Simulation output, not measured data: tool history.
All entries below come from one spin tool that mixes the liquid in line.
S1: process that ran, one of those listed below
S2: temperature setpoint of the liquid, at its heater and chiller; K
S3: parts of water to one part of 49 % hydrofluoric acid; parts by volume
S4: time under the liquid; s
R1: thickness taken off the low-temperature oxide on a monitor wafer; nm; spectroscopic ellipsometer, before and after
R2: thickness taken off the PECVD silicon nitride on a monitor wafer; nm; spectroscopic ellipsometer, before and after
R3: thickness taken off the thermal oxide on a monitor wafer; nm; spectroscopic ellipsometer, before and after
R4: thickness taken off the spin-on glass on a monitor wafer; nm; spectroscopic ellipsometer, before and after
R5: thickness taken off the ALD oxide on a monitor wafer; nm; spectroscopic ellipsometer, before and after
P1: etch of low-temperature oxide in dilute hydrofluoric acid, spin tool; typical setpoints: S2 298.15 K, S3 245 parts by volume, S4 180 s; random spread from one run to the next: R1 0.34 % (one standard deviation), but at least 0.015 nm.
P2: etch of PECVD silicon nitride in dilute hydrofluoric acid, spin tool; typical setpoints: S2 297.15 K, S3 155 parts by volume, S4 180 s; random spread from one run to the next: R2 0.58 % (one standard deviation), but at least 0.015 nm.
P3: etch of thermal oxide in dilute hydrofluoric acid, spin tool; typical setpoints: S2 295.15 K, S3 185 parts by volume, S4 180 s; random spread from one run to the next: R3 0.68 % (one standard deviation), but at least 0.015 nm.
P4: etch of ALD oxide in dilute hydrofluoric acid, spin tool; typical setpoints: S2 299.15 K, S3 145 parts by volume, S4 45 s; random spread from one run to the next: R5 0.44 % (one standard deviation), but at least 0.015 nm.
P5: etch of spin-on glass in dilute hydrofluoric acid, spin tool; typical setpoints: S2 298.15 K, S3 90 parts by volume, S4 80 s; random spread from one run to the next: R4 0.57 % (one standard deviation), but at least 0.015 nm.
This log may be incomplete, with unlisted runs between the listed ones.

{"run": 1, "hour": 13.9, "S1": "P1", "S2": 298.15, "S3": 245, "S4": 180, "R1": 8.3565}
{"run": 2, "hour": 28.0, "S1": "P2", "S2": 297.15, "S3": 155, "S4": 25, "R2": 0.62171}
{"run": 3, "hour": 37.3, "S1": "P3", "S2": 295.15, "S3": 185, "S4": 15, "R3": 0.32736}
{"run": 4, "hour": 49.2, "S1": "P1", "S2": 298.15, "S3": 245, "S4": 180, "R1": 8.3029}
{"run": 5, "hour": 65.5, "S1": "P5", "S2": 298.15, "S3": 160, "S4": 80, "R4": 11.148}
{"run": 6, "hour": 72.9, "S1": "P5", "S2": 298.15, "S3": 90, "S4": 15, "R4": 4.0042}
{"run": 7, "hour": 82.6, "S1": "P1", "S2": 298.15, "S3": 245, "S4": 320, "R1": 14.86}
{"run": 8, "hour": 93.8, "S1": "P5", "S2": 298.15, "S3": 90, "S4": 80, "R4": 21.278}
{"run": 9, "hour": 105.1, "S1": "P5", "S2": 292.15, "S3": 90, "S4": 80, "R4": 16.781}
{"run": 10, "hour": 116.6, "S1": "P1", "S2": 298.15, "S3": 55, "S4": 180, "R1": 46.423}
{"run": 11, "hour": 124.4, "S1": "P1", "S2": 294.65, "S3": 375, "S4": 180, "R1": 4.2684}
{"run": 12, "hour": 137.8, "S1": "P1", "S2": 298.15, "S3": 245, "S4": 25, "R1": 1.1616}
{"run": 13, "hour": 151.3, "S1": "P1", "S2": 303.65, "S3": 245, "S4": 340, "R1": 18.961}
{"run": 14, "hour": 161.9, "S1": "P1", "S2": 303.15, "S3": 245, "S4": 180, "R1": 9.972}
{"run": 15, "hour": 171.9, "S1": "P3", "S2": 290.15, "S3": 185, "S4": 180, "R3": 3.3169}
{"run": 16, "hour": 180.0, "S1": "P2", "S2": 301.65, "S3": 155, "S4": 180, "R2": 5.9928}
{"run": 17, "hour": 187.8, "S1": "P4", "S2": 299.15, "S3": 145, "S4": 15, "R5": 1.8958}
{"run": 18, "hour": 197.7, "S1": "P4", "S2": 299.15, "S3": 145, "S4": 45, "R5": 5.7148}
{"run": 19, "hour": 205.8, "S1": "P4", "S2": 302.65, "S3": 145, "S4": 45, "R5": 6.4785}
{"run": 20, "hour": 218.2, "S1": "P1", "S2": 298.15, "S3": 245, "S4": 180, "R1": 8.3609}
{"run": 21, "hour": 234.1, "S1": "P2", "S2": 297.15, "S3": 155, "S4": 180, "R2": 4.5219}
{"hour": 234.8, "done": "thermometer replaced"}
{"hour": 236.4, "done": "hydrofluoric acid flow meter replaced"}
{"run": 22, "hour": 241.6, "S1": "P3", "S2": 295.15, "S3": 330, "S4": 180, "R3": 1.939}
{"run": 23, "hour": 254.4, "S1": "P1", "S2": 298.15, "S3": 245, "S4": 180, "R1": 8.3252}
{"run": 24, "hour": 268.4, "S1": "P2", "S2": 297.15, "S3": 290, "S4": 180, "R2": 2.4645}
{"run": 25, "hour": 279.8, "S1": "P3", "S2": 295.15, "S3": 185, "S4": 180, "R3": 4.0377}
{"run": 26, "hour": 292.8, "S1": "P1", "S2": 294.15, "S3": 75, "S4": 180, "R1": 28.314}
{"run": 27, "hour": 308.0, "S1": "P3", "S2": 295.15, "S3": 185, "S4": 180, "R3": 4.0691}
{"run": 28, "hour": 321.3, "S1": "P1", "S2": 291.65, "S3": 245, "S4": 180, "R1": 6.544}
{"run": 29, "hour": 333.2, "S1": "P4", "S2": 299.15, "S3": 200, "S4": 45, "R5": 3.8872}
{"run": 30, "hour": 341.7, "S1": "P1", "S2": 298.15, "S3": 390, "S4": 180, "R1": 4.5351}
{"run": 31, "hour": 358.1, "S1": "P1", "S2": 298.15, "S3": 245, "S4": 180, "R1": 8.3589}
{"run": 32, "hour": 370.9, "S1": "P1", "S2": 298.15, "S3": 245, "S4": 180, "R1": 8.6122}
{"run": 33, "hour": 378.9, "S1": "P1", "S2": 298.15, "S3": 245, "S4": 180, "R1": 8.6845}
{"run": 34, "hour": 392.5, "S1": "P1", "S2": 298.15, "S3": 245, "S4": 180, "R1": 8.732}
{"run": 35, "hour": 400.7, "S1": "P1", "S2": 298.15, "S3": 245, "S4": 180, "R1": 8.8192}
{"run": 36, "hour": 415.1, "S1": "P1", "S2": 298.15, "S3": 245, "S4": 180, "R1": 8.8529}
{"run": 37, "hour": 425.5, "S1": "P1", "S2": 298.15, "S3": 245, "S4": 180, "R1": 8.8484}
{"run": 38, "hour": 438.3, "S1": "P1", "S2": 298.15, "S3": 245, "S4": 180, "R1": 8.8473}
{"run": 39, "hour": 448.5, "S1": "P1", "S2": 298.15, "S3": 245, "S4": 180, "R1": 8.8598}

What P1 gives has crept off from where it sat before. The 2 causes that follow fit the log equally well, each at the size noted:
A: liquid hotter than its thermometer reads (K) = 1.68
B: hydrofluoric acid flow above the setpoint (%) = 4.82
Onset of the creep was near hour 358.1.

The check runs listed below each take one wafer, and their results are still question marks. Under which run would the listed causes lead to clearly different results?
{"run": "check 1", "hour": 458.7, "S1": "P5", "S2": 298.15, "S3": 140, "S4": 15, "R4": "?"}
{"run": "check 2", "hour": 458.7, "S1": "P4", "S2": 299.15, "S3": 190, "S4": 15, "R5": "?"}
{"run": "check 3", "hour": 458.7, "S1": "P2", "S2": 297.15, "S3": 200, "S4": 180, "R2": "?"}
{"run": "check 4", "hour": 458.7, "S1": "P3", "S2": 290.15, "S3": 240, "S4": 180, "R3": "?"}

Expected result of each check under each candidate cause:
check=check_1 result=R4 if_A=2.5821 if_B=2.5597
check=check_2 result=R5 if_A=1.4591 if_B=1.454
check=check_3 result=R2 if_A=3.8851 if_B=3.6632
check=check_4 result=R3 if_A=2.5972 if_B=2.5762
Separation of the two closest causes in each check, using whichever result separates them best: check 1 0.87 %; check 2 0.35 %; check 3 5.88 %; check 4 0.81 %
Only check 3 tells the causes apart: in the others they would give nearly the same result.

After running check 3, the following was obtained: R2 3.8626 nm. Which cause does this point to?

It was cause A: liquid hotter than its thermometer reads (K).

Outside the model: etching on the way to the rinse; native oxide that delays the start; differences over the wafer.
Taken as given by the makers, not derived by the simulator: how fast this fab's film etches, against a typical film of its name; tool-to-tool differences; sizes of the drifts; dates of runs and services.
